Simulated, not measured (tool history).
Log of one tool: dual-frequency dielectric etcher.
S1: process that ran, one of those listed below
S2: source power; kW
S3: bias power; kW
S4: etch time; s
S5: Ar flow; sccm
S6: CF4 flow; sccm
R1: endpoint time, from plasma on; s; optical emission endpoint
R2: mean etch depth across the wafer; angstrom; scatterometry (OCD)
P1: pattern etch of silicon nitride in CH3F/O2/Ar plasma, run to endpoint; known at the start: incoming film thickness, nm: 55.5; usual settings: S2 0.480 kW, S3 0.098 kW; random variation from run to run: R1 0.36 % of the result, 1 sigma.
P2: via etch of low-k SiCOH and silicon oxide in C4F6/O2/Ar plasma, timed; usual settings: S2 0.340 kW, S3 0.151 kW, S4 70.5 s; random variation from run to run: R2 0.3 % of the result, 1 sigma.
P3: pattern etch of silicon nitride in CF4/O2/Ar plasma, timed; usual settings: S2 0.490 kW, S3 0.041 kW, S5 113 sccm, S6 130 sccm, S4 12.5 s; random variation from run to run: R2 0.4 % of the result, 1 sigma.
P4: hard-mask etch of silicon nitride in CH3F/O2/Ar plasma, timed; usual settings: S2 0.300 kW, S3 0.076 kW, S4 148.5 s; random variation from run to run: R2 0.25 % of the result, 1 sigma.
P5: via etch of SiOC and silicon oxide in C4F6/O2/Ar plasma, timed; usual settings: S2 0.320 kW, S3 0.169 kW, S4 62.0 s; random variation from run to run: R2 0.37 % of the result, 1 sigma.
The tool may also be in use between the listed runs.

Run 1, day 0.362: S1 P1, S2 0.480 kW, S3 0.098 kW. Result: R1 66.902 s.
Run 2, day 0.771: S1 P5, S2 0.200 kW, S3 0.169 kW, S4 62.0 s. Result: R2 529.27 angstrom.
Run 3, day 1.146: S1 P1, S2 0.480 kW, S3 0.098 kW. Result: R1 66.185 s.
Run 4, day 1.508: S1 P1, S2 0.680 kW, S3 0.098 kW. Result: R1 58.329 s.
Run 5, day 1.712: S1 P2, S2 0.340 kW, S3 0.117 kW, S4 70.5 s. Result: R2 1661.20 angstrom.
Run 6, day 2.025: S1 P1, S2 0.480 kW, S3 0.098 kW. Result: R1 66.573 s.
Run 7, day 2.371: S1 P4, S2 0.300 kW, S3 0.076 kW, S4 148.5 s. Result: R2 960.61 angstrom.
Run 8, day 2.604: S1 P2, S2 0.340 kW, S3 0.151 kW, S4 70.5 s. Result: R2 1805.90 angstrom.
Run 9, day 3.008: S1 P3, S2 0.490 kW, S3 0.041 kW, S4 12.5 s, S5 150 sccm, S6 130 sccm. Result: R2 215.89 angstrom.
Run 10, day 3.438: S1 P4, S2 0.370 kW, S3 0.076 kW, S4 148.5 s. Result: R2 1037.80 angstrom.
Run 11, day 3.750: S1 P1, S2 0.480 kW, S3 0.128 kW. Result: R1 59.863 s.
Run 12, day 4.021: S1 P1, S2 0.480 kW, S3 0.098 kW. Result: R1 66.414 s.
Run 13, day 4.317: S1 P5, S2 0.320 kW, S3 0.109 kW, S4 62.0 s. Result: R2 555.50 angstrom.
Run 14, day 4.596: S1 P2, S2 0.340 kW, S3 0.151 kW, S4 46.0 s. Result: R2 1174.90 angstrom.
Run 15, day 4.917: S1 P3, S2 0.490 kW, S3 0.041 kW, S4 12.5 s, S5 113 sccm, S6 130 sccm. Result: R2 224.15 angstrom.
At day 5.117: wet clean of the chamber.
Run 16, day 5.325: S1 P3, S2 0.490 kW, S3 0.041 kW, S4 12.5 s, S5 113 sccm, S6 89 sccm. Result: R2 211.83 angstrom.
Run 17, day 5.583: S1 P1, S2 0.370 kW, S3 0.098 kW. Result: R1 73.774 s.
Run 18, day 5.958: S1 P5, S2 0.320 kW, S3 0.169 kW, S4 62.0 s. Result: R2 637.25 angstrom.
Run 19, day 6.204: S1 P1, S2 0.480 kW, S3 0.098 kW. Result: R1 66.399 s.
Run 20, day 6.429: S1 P1, S2 0.600 kW, S3 0.061 kW. Result: R1 71.498 s.
At day 6.650: bias power generator calibrated.
Run 21, day 6.696: S1 P5, S2 0.320 kW, S3 0.169 kW, S4 92.0 s. Result: R2 944.31 angstrom.
Run 22, day 7.121: S1 P2, S2 0.280 kW, S3 0.151 kW, S4 70.5 s. Result: R2 1670.80 angstrom.
Run 23, day 7.325: S1 P3, S2 0.490 kW, S3 0.041 kW, S4 7.5 s, S5 113 sccm, S6 130 sccm. Result: R2 133.99 angstrom.
Run 24, day 7.533: S1 P3, S2 0.490 kW, S3 0.028 kW, S4 12.5 s, S5 113 sccm, S6 130 sccm. Result: R2 196.06 angstrom.
Run 25, day 7.942: S1 P1, S2 0.480 kW, S3 0.069 kW. Result: R1 74.638 s.
Run 26, day 8.362: S1 P1, S2 0.480 kW, S3 0.098 kW. Result: R1 66.666 s.
Run 27, day 8.642: S1 P1, S2 0.480 kW, S3 0.098 kW. Result: R1 66.747 s.
Run 28, day 8.850: S1 P5, S2 0.320 kW, S3 0.169 kW, S4 62.0 s. Result: R2 638.28 angstrom.
Run 29, day 9.146: S1 P4, S2 0.300 kW, S3 0.091 kW, S4 148.5 s. Result: R2 1020.80 angstrom.
Run 30, day 9.371: S1 P3, S2 0.380 kW, S3 0.041 kW, S4 12.5 s, S5 113 sccm, S6 130 sccm. Result: R2 178.62 angstrom.
Run 31, day 9.600: S1 P4, S2 0.300 kW, S3 0.076 kW, S4 200.5 s. Result: R2 1294.10 angstrom.
Run 32, day 10.008: S1 P2, S2 0.340 kW, S3 0.151 kW, S4 70.5 s. Result: R2 1811.20 angstrom.
Run 33, day 10.400: S1 P1, S2 0.480 kW, S3 0.098 kW. Result: R1 66.760 s.
Run 34, day 10.750: S1 P1, S2 0.480 kW, S3 0.098 kW. Result: R1 66.634 s.
Run 35, day 11.150: S1 P1, S2 0.480 kW, S3 0.098 kW. Result: R1 66.899 s.
Run 36, day 11.479: S1 P1, S2 0.480 kW, S3 0.098 kW. Result: R1 67.392 s.
Run 37, day 11.692: S1 P1, S2 0.480 kW, S3 0.098 kW. Result: R1 67.305 s.
Run 38, day 11.992: S1 P1, S2 0.480 kW, S3 0.098 kW. Result: R1 66.992 s.
At day 12.121: wet clean of the chamber.
Run 39, day 12.329: S1 P1, S2 0.480 kW, S3 0.098 kW. Result: R1 67.247 s.
Run 40, day 12.571: S1 P1, S2 0.480 kW, S3 0.098 kW. Result: R1 67.654 s.
Run 41, day 12.775: S1 P1, S2 0.480 kW, S3 0.098 kW. Result: R1 67.888 s.
Run 42, day 13.142: S1 P1, S2 0.480 kW, S3 0.098 kW. Result: R1 67.574 s.
Run 43, day 13.538: S1 P1, S2 0.480 kW, S3 0.098 kW. Result: R1 67.685 s.
Run 44, day 13.846: S1 P1, S2 0.480 kW, S3 0.098 kW. Result: R1 67.571 s.

What P1 gives has crept away from where it was. These 2 causes fit the log equally well, each at the size given:
A: source power that arrives under what is set, % = 4.72
B: bias power that arrives under what is set, % = 4.9
The creep began at about day 10.400.
Why every other cause is out:
chamber walls in a state that lowers the etch rate, %: serviced at day 12.121, which brought nothing back

4 check runs are offered, each on 2 wafers whose results are averaged, their results left as question marks. Which one tells the causes apart?
Run check 1, day 14.154: S1 P3, S2 0.490 kW, S3 0.029 kW, S4 12.5 s, S5 148 sccm, S6 130 sccm. Result: R2 ?.
Run check 2, day 14.154: S1 P4, S2 0.360 kW, S3 0.076 kW, S4 148.5 s. Result: R2 ?.
Run check 3, day 14.154: S1 P5, S2 0.210 kW, S3 0.117 kW, S4 62.0 s. Result: R2 ?.
Run check 4, day 14.154: S1 P2, S2 0.280 kW, S3 0.151 kW, S4 70.5 s. Result: R2 ?.

What each check would give under each cause:
  check  result     if A     if B
check 1      R2   182.85   187.67
check 2      R2  1008.70  1009.40
check 3      R2   471.38   473.07
check 4      R2  1638.70  1644.10
How far apart the two closest causes lie, in the result that separates them most: check 1 2.6 %; check 2 0.07 %; check 3 0.36 %; check 4 0.33 %
Check 1 tells the causes apart: in the others they would give nearly the same result.

Check 1 was then run and gave: R2 183.04 angstrom. Which cause is it?

It is A: source power that arrives under what is set, %.
